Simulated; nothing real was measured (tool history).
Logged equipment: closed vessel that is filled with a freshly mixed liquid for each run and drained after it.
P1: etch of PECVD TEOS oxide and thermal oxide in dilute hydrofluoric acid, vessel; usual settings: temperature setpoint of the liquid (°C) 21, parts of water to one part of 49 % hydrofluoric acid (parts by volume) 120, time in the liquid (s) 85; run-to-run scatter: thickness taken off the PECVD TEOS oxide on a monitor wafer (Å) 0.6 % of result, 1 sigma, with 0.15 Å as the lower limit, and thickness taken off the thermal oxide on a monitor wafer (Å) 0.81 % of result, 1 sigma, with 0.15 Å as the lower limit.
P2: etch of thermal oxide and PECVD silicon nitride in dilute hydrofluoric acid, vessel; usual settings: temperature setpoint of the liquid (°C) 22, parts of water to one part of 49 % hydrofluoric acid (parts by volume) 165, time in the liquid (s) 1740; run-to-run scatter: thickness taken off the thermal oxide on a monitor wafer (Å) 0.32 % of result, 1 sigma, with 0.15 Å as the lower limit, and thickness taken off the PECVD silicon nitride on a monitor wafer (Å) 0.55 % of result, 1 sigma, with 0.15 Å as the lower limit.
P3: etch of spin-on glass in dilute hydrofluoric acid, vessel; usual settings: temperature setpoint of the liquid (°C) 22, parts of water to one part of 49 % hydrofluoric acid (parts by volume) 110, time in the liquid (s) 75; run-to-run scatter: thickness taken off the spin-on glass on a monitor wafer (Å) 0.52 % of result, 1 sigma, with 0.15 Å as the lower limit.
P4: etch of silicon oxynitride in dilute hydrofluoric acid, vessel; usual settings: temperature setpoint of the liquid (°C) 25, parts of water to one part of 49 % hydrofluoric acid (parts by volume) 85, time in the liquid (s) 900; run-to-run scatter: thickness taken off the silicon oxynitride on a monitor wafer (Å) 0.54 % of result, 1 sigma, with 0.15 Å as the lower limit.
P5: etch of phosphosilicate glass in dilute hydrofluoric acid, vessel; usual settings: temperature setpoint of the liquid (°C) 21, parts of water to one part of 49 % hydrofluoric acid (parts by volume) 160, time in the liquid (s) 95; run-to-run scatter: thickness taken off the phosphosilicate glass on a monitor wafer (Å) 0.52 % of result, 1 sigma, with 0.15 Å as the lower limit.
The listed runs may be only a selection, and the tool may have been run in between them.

run     day  process that ran  temperature setpoint of the liquid (°C)  parts of water to one part of 49 % hydrofluoric acid (parts by volume)  time in the liquid (s)  hours since the thermometer was replaced  hours since the hydrofluoric acid flow meter was replaced  thickness taken off the PECVD TEOS oxide on a monitor wafer (Å)  thickness taken off the thermal oxide on a monitor wafer (Å)  thickness taken off the spin-on glass on a monitor wafer (Å)  thickness taken off the silicon oxynitride on a monitor wafer (Å)  thickness taken off the phosphosilicate glass on a monitor wafer (Å)  thickness taken off the PECVD silicon nitride on a monitor wafer (Å)
  1   0.546                P1                                       21                                                                     120                      85                                    1253.2                                                     1559.7                                                           51.099                                                        27.611
  2   1.062                P1                                       21                                                                     120                     160                                    1265.6                                                     1572.1                                                           94.799                                                        51.548
  3   1.650                P3                                       22                                                                     110                      75                                    1279.7                                                     1586.2                                                                                                                                                                                       189.87
  4   2.117                P4                                       25                                                                      20                     900                                    1290.9                                                     1597.4                                                                                                                                                                                                                                                          706.88
  5   2.679                P1                                       17                                                                     120                      85                                    1304.4                                                     1610.9                                                           43.117                                                        23.474
  6   3.171                P1                                       21                                                                     120                      45                                    1316.2                                                     1622.7                                                           26.689                                                        14.527
  7   3.808                P4                                       25                                                                      85                    1725                                    1331.5                                                     1638.0                                                                                                                                                                                                                                                          300.46
  8   4.288                P5                                       26                                                                     160                      95                                    1343.0                                                     1649.5                                                                                                                                                                                                                                                                                                                                584.94
  9   5.046                P4                                       25                                                                      85                     900                                    1361.2                                                     1667.7                                                                                                                                                                                                                                                          156.86
 10   5.712                P5                                       21                                                                     160                     155                                    1377.2                                                     1683.7                                                                                                                                                                                                                                                                                                                                787.86
 11   6.321                P2                                       22                                                                     165                     805                                    1391.8                                                     1698.3                                                                                                                        207.100                                                                                                                                                                                                                                                                       101.66
 12   7.008                P2                                       22                                                                     240                    1740                                    1408.3                                                     1714.8                                                                                                                        286.930                                                                                                                                                                                                                                                                       152.11
 13   7.546                P2                                       22                                                                     165                    1740                                    1421.2                                                     1727.7                                                                                                                        451.420                                                                                                                                                                                                                                                                       217.06
 14   7.938                P1                                       27                                                                     120                      40                                    1430.6                                                     1737.1                                                           30.310                                                        16.242
 15   8.300                P5                                       21                                                                      85                      95                                    1439.3                                                     1745.8                                                                                                                                                                                                                                                                                                                                982.39
 16   8.775                P1                                       21                                                                     205                      85                                    1450.7                                                     1757.2                                                           27.504                                                        14.854
 17   9.450                P1                                       21                                                                     120                      85                                    1466.9                                                     1773.4                                                           51.037                                                        27.594
 18   9.833                P2                                       17                                                                     165                    1740                                    1476.1                                                     1782.6                                                                                                                        370.980                                                                                                                                                                                                                                                                       155.83
 19  10.325                P5                                       21                                                                     160                      95                                    1487.9                                                     1794.4                                                                                                                                                                                                                                                                                                                                485.19
 20  10.717                P1                                       26                                                                      80                      85                                    1497.3                                                     1803.8                                                           97.055                                                        53.240
 21  11.342                P1                                       26                                                                     120                      85                                    1512.3                                                     1818.8                                                           61.886                                                        33.507
 22  12.046                P4                                       33                                                                      85                     900                                    1529.2                                                     1835.7                                                                                                                                                                                                                                                          230.04
 23  12.429                P3                                       22                                                                     110                     110                                    1538.4                                                     1844.9                                                                                                                                                                                       279.21
 24  12.762                P3                                       17                                                                     110                      75                                    1546.4                                                     1852.9                                                                                                                                                                                       154.91
 25  13.446                P1                                       21                                                                      60                      85                                    1562.8                                                     1869.3                                                          109.880                                                        58.983
 26  14.104                P3                                       22                                                                      25                      75                                    1578.6                                                     1885.1                                                                                                                                                                                       934.31
 27  14.508                P1                                       21                                                                     120                      85                                    1588.3                                                     1894.8                                                           50.651                                                        27.664
 28  14.892                P1                                       21                                                                     120                      85                                    1597.5                                                     1904.0                                                           51.047                                                        27.266
 29  15.379                P1                                       21                                                                     120                      85                                    1609.2                                                     1915.7                                                           50.458                                                        27.635
 30  16.100                P1                                       21                                                                     120                      85                                    1626.5                                                     1933.0                                                           48.983                                                        26.488
 31  16.775                P1                                       21                                                                     120                      85                                    1642.7                                                     1949.2                                                           48.073                                                        25.598
 32  17.533                P1                                       21                                                                     120                      85                                    1660.9                                                     1967.4                                                           47.490                                                        25.686
 33  18.004                P1                                       21                                                                     120                      85                                    1672.2                                                     1978.7                                                           47.231                                                        25.812
 34  18.550                P1                                       21                                                                     120                      85                                    1685.3                                                     1991.8                                                           47.610                                                        25.710
 35  19.279                P1                                       21                                                                     120                      85                                    1702.8                                                     2009.3                                                           46.685                                                        25.531

Something has made what P1 gives creep away from where it was; the 2 causes below, each at its own stated size, fit the log equally well:
A: hydrofluoric acid flow below the setpoint (%) = 6.61
B: liquid colder than its thermometer reads (K) = 1.92
The creep began at about day 15.379.

The check runs listed below each take one wafer, and their results are still question marks. Under which run would the listed causes lead to clearly different results?
check 1  20.008                P5                                     21.0                                                                     160                     135                                                                                                                                                                                                                                                                                                                                                                                                                                          ?
check 2  20.008                P3                                     17.0                                                                     110                      75                                                                                                                                                                                                                                                                                                 ?
check 3  20.008                P4                                     31.5                                                                      85                     900                                                                                                                                                                                                                                                                                                                                                                    ?
check 4  20.008                P2                                     17.0                                                                     165                    1740                                                                                                                                                                                                                                   ?                                                                                                                                                                                                                                                                            ?

Outcome of each check run for each possible cause:
  check                                                                result     if A     if B
check 1  thickness taken off the phosphosilicate glass on a monitor wafer (Å)   632.25   634.96
check 2          thickness taken off the spin-on glass on a monitor wafer (Å)   143.95   143.25
check 3     thickness taken off the silicon oxynitride on a monitor wafer (Å)   197.16   194.87
check 4          thickness taken off the thermal oxide on a monitor wafer (Å)  341.470  341.680
check 4  thickness taken off the PECVD silicon nitride on a monitor wafer (Å)   146.21   136.82
Minimum pairwise separation of causes per check, each pair taken at its best-separating result: check 1 0.43 %; check 2 0.49 %; check 3 1.17 %; check 4 6.64 %
Only in check 4 would the causes give clearly different results; in the remaining checks their results would be nearly the same.

With check 4 done, the readings were: thickness taken off the thermal oxide on a monitor wafer (Å) 342.030; thickness taken off the PECVD silicon nitride on a monitor wafer (Å) 146.00. Identify which of the listed causes applies.

It was cause A: hydrofluoric acid flow below the setpoint (%).
